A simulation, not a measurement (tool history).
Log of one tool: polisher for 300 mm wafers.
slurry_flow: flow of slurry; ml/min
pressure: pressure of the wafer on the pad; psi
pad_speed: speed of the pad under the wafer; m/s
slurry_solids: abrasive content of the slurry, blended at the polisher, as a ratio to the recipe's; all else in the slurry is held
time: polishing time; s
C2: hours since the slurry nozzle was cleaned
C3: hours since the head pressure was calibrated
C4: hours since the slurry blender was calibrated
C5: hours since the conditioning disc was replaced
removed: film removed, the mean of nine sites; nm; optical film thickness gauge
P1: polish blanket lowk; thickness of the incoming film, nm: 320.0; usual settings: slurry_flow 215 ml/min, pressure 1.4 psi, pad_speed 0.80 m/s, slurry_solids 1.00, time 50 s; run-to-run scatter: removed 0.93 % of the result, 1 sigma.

{"run": 1, "hour": 5.7, "slurry_flow": 215, "pressure": 1.4, "pad_speed": 0.8, "slurry_solids": 1.0, "time": 50, "wafers polished on this pad": 724, "C2": 209.2, "C3": 549.1, "C4": 291.4, "C5": 87.4, "removed": 11.028}
{"run": 2, "hour": 11.9, "slurry_flow": 215, "pressure": 1.4, "pad_speed": 0.8, "slurry_solids": 1.25, "time": 50, "wafers polished on this pad": 834, "C2": 215.4, "C3": 555.3, "C4": 297.6, "C5": 93.6, "removed": 12.119}
{"run": 3, "hour": 18.2, "slurry_flow": 215, "pressure": 1.9, "pad_speed": 0.8, "slurry_solids": 0.55, "time": 50, "wafers polished on this pad": 946, "C2": 221.7, "C3": 561.6, "C4": 303.9, "C5": 99.9, "removed": 10.867}
{"run": 4, "hour": 24.8, "slurry_flow": 215, "pressure": 1.4, "pad_speed": 0.8, "slurry_solids": 1.0, "time": 50, "wafers polished on this pad": 1063, "C2": 228.3, "C3": 568.2, "C4": 310.5, "C5": 106.5, "removed": 10.99}
{"run": 5, "hour": 32.1, "slurry_flow": 130, "pressure": 1.4, "pad_speed": 0.8, "slurry_solids": 1.0, "time": 50, "wafers polished on this pad": 1192, "C2": 235.6, "C3": 575.5, "C4": 317.8, "C5": 113.8, "removed": 10.336}
{"run": 6, "hour": 39.3, "slurry_flow": 215, "pressure": 1.4, "pad_speed": 1.0, "slurry_solids": 1.0, "time": 50, "wafers polished on this pad": 1320, "C2": 242.8, "C3": 582.7, "C4": 325.0, "C5": 121.0, "removed": 13.201}
{"run": 7, "hour": 45.6, "slurry_flow": 215, "pressure": 1.4, "pad_speed": 0.54, "slurry_solids": 1.0, "time": 50, "wafers polished on this pad": 1431, "C2": 249.1, "C3": 589.0, "C4": 331.3, "C5": 127.3, "removed": 7.9777}
{"run": 8, "hour": 49.4, "slurry_flow": 215, "pressure": 1.4, "pad_speed": 0.8, "slurry_solids": 1.0, "time": 50, "wafers polished on this pad": 1499, "C2": 252.9, "C3": 592.8, "C4": 335.1, "C5": 131.1, "removed": 11.052}
{"run": 9, "hour": 55.1, "slurry_flow": 215, "pressure": 1.8, "pad_speed": 0.8, "slurry_solids": 1.0, "time": 50, "wafers polished on this pad": 1600, "C2": 258.6, "C3": 598.5, "C4": 340.8, "C5": 136.8, "removed": 13.973}
{"run": 10, "hour": 62.9, "slurry_flow": 215, "pressure": 1.4, "pad_speed": 0.8, "slurry_solids": 1.0, "time": 50, "wafers polished on this pad": 1738, "C2": 266.4, "C3": 606.3, "C4": 348.6, "C5": 144.6, "removed": 11.147}
{"run": 11, "hour": 69.8, "slurry_flow": 320, "pressure": 1.4, "pad_speed": 0.8, "slurry_solids": 1.0, "time": 50, "wafers polished on this pad": 1860, "C2": 273.3, "C3": 613.2, "C4": 355.5, "C5": 151.5, "removed": 11.564}
{"run": 12, "hour": 75.6, "slurry_flow": 215, "pressure": 1.4, "pad_speed": 0.8, "slurry_solids": 1.0, "time": 50, "wafers polished on this pad": 1963, "C2": 279.1, "C3": 619.0, "C4": 361.3, "C5": 157.3, "removed": 10.999}
{"run": 13, "hour": 79.6, "slurry_flow": 215, "pressure": 0.6, "pad_speed": 0.8, "slurry_solids": 1.0, "time": 50, "wafers polished on this pad": 2034, "C2": 283.1, "C3": 623.0, "C4": 365.3, "C5": 161.3, "removed": 4.6612}
{"run": 14, "hour": 85.5, "slurry_flow": 215, "pressure": 1.4, "pad_speed": 0.8, "slurry_solids": 1.0, "time": 50, "wafers polished on this pad": 2139, "C2": 289.0, "C3": 628.9, "C4": 371.2, "C5": 167.2, "removed": 10.847}
{"run": 15, "hour": 92.1, "slurry_flow": 215, "pressure": 1.4, "pad_speed": 0.8, "slurry_solids": 1.0, "time": 71, "wafers polished on this pad": 2256, "C2": 295.6, "C3": 635.5, "C4": 377.8, "C5": 173.8, "removed": 15.803}
{"run": 16, "hour": 99.7, "slurry_flow": 215, "pressure": 1.4, "pad_speed": 0.8, "slurry_solids": 0.55, "time": 50, "wafers polished on this pad": 2390, "C2": 303.2, "C3": 643.1, "C4": 385.4, "C5": 181.4, "removed": 8.0238}
{"run": 17, "hour": 105.1, "slurry_flow": 215, "pressure": 1.4, "pad_speed": 0.8, "slurry_solids": 1.0, "time": 26, "wafers polished on this pad": 2486, "C2": 308.6, "C3": 648.5, "C4": 390.8, "C5": 186.8, "removed": 5.7066}
{"run": 18, "hour": 109.4, "slurry_flow": 215, "pressure": 1.4, "pad_speed": 0.8, "slurry_solids": 1.0, "time": 50, "wafers polished on this pad": 2562, "C2": 312.9, "C3": 652.8, "C4": 395.1, "C5": 191.1, "removed": 11.025}
{"run": 19, "hour": 115.7, "slurry_flow": 215, "pressure": 1.4, "pad_speed": 0.8, "slurry_solids": 1.0, "time": 50, "wafers polished on this pad": 2674, "C2": 319.2, "C3": 659.1, "C4": 401.4, "C5": 197.4, "removed": 10.516}
{"run": 20, "hour": 121.7, "slurry_flow": 215, "pressure": 1.4, "pad_speed": 0.8, "slurry_solids": 1.0, "time": 50, "wafers polished on this pad": 2780, "C2": 325.2, "C3": 665.1, "C4": 407.4, "C5": 203.4, "removed": 10.332}
{"run": 21, "hour": 127.4, "slurry_flow": 215, "pressure": 1.4, "pad_speed": 0.8, "slurry_solids": 1.0, "time": 50, "wafers polished on this pad": 2882, "C2": 330.9, "C3": 670.8, "C4": 413.1, "C5": 209.1, "removed": 9.8866}
{"hour": 129.0, "done": "slurry nozzle cleaned"}
{"run": 22, "hour": 131.8, "slurry_flow": 215, "pressure": 1.4, "pad_speed": 0.8, "slurry_solids": 1.0, "time": 50, "wafers polished on this pad": 2960, "C2": 2.9, "C3": 675.2, "C4": 417.5, "C5": 213.5, "removed": 9.9191}
{"hour": 136.8, "done": "head pressure recalibrated"}
{"run": 23, "hour": 137.0, "slurry_flow": 215, "pressure": 1.4, "pad_speed": 0.8, "slurry_solids": 1.0, "time": 50, "wafers polished on this pad": 3052, "C2": 8.1, "C3": 0.3, "C4": 422.7, "C5": 218.7, "removed": 9.7597}
{"hour": 137.7, "done": "conditioning disc replaced and pad reconditioned"}
{"run": 24, "hour": 144.0, "slurry_flow": 215, "pressure": 1.4, "pad_speed": 0.8, "slurry_solids": 1.0, "time": 50, "wafers polished on this pad": 3176, "C2": 15.1, "C3": 7.3, "C4": 429.7, "C5": 6.3, "removed": 9.7366}
{"run": 25, "hour": 151.5, "slurry_flow": 215, "pressure": 1.4, "pad_speed": 0.8, "slurry_solids": 1.0, "time": 50, "wafers polished on this pad": 3309, "C2": 22.6, "C3": 14.8, "C4": 437.2, "C5": 13.8, "removed": 9.5711}
{"run": 26, "hour": 159.1, "slurry_flow": 215, "pressure": 1.4, "pad_speed": 0.8, "slurry_solids": 1.0, "time": 50, "wafers polished on this pad": 3443, "C2": 30.2, "C3": 22.4, "C4": 444.8, "C5": 21.4, "removed": 9.624}

What P1 gives has crept away from where it was. These 2 causes fit the log equally well, each at the size given:
A: removal rate lost through wear of the pad, % = 12.6
B: abrasive missing from the slurry, % = 24.1
The creep began at about hour 109.4.
Why every other cause is out:
slurry flow missing at the pad, %: serviced at hour 129.0, which brought nothing back
head's pressure below its setpoint, %: serviced at hour 136.8, which brought nothing back
time polished since the conditioner stopped cutting, s: serviced at hour 137.7, which brought nothing back

4 check runs are offered, each on 5 wafers whose results are averaged, their results left as question marks. Which one tells the causes apart?
{"run": "check 1", "hour": 166.7, "slurry_flow": 215, "pressure": 1.4, "pad_speed": 0.8, "slurry_solids": 0.6, "time": 50, "removed": "?"}
{"run": "check 2", "hour": 166.7, "slurry_flow": 215, "pressure": 1.4, "pad_speed": 0.98, "slurry_solids": 1.0, "time": 50, "removed": "?"}
{"run": "check 3", "hour": 166.7, "slurry_flow": 215, "pressure": 0.6, "pad_speed": 0.8, "slurry_solids": 1.0, "time": 50, "removed": "?"}
{"run": "check 4", "hour": 166.7, "slurry_flow": 160, "pressure": 1.4, "pad_speed": 0.8, "slurry_solids": 1.0, "time": 50, "removed": "?"}

What each check would give under each cause:
check=check_1 result=removed if_A=7.4045 if_B=7.1517
check=check_2 result=removed if_A=11.3490 if_B=11.3470
check=check_3 result=removed if_A=4.1350 if_B=4.1344
check=check_4 result=removed if_A=9.2524 if_B=9.2511
How far apart the two closest causes lie, in the result that separates them most: check 1 3.47 %; check 2 0.01 %; check 3 0.01 %; check 4 0.01 %
Only check 1 tells the causes apart: in the others they would give nearly the same result.

Then check 1 was run and gave: removed 7.4567 nm. Which cause is it?

It is A: removal rate lost through wear of the pad, %.
